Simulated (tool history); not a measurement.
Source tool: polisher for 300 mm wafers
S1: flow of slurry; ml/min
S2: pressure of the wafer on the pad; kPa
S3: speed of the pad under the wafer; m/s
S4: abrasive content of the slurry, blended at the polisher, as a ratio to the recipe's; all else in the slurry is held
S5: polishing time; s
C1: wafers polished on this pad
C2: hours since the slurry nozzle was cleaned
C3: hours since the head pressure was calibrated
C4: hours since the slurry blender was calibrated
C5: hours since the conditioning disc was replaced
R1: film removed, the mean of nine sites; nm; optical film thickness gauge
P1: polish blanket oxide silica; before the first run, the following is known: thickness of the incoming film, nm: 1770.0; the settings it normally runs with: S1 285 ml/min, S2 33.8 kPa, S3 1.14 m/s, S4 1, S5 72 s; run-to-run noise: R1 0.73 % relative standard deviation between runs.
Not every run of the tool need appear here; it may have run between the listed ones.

run,day,S1,S2,S3,S4,S5,C1,C2,C3,C4,C5,R1
1,0.304,285,33.8,1.14,1,72,499,190.3,131.7,86.5,126.2,350.37
2,0.867,285,33.8,1.14,1,72,670,203.8,145.2,100,139.7,348.13
3,1.308,285,33.8,0.66,1,72,805,214.4,155.8,110.6,150.3,228.24
4,1.783,285,33.8,1.14,1,111,949,225.8,167.2,122,161.7,542.42
5,2.162,450,33.8,1.14,1,72,1065,234.9,176.3,131.1,170.8,363.48
6,2.65,285,44.1,1.14,1,94,1213,246.6,188,142.8,182.5,602.57
7,3.1,285,33.8,1.14,1,39,1350,257.4,198.8,153.6,193.3,190.34
# day 3.242: conditioning disc replaced and pad reconditioned
8,3.725,285,33.8,1.14,1,72,1541,272.4,213.8,168.6,11.7,355.83
9,4.354,285,33.8,1.5,1,72,1732,287.5,228.9,183.7,26.8,432.48
10,4.85,285,24.1,1.14,1,72,1883,299.4,240.8,195.6,38.7,251.74
11,5.438,285,33.8,1.14,1.3,72,2062,313.5,254.9,209.7,52.8,389.53
12,5.825,285,33.8,1.14,1,72,2180,322.8,264.2,219,62.1,351.03
13,6.254,285,44.8,1.14,1,72,2311,333.1,274.5,229.3,72.4,473.55
14,6.879,170,33.8,1.14,1,72,2501,348.1,289.5,244.3,87.4,326.6
15,7.304,360,33.8,1.62,1,72,2630,358.3,299.7,254.5,97.6,473.38
16,7.962,285,33.8,1.14,1,72,2831,374.1,315.5,270.3,113.4,352.28
17,8.338,285,33.8,1.14,1,72,2945,383.1,324.5,279.3,122.4,349.8
18,8.758,285,33.8,1.54,0.65,72,3073,393.2,334.6,289.4,132.5,358.37
19,9.312,285,33.8,1.14,0.5,72,3242,406.5,347.9,302.7,145.8,240.33

Run 20, settings as shown, results not yet in. Your forecast:
20,9.938,285,33.8,1.14,1,72,3432,421.5,362.9,317.7,160.8,?

{"run 20": {"R1": 352.01}}

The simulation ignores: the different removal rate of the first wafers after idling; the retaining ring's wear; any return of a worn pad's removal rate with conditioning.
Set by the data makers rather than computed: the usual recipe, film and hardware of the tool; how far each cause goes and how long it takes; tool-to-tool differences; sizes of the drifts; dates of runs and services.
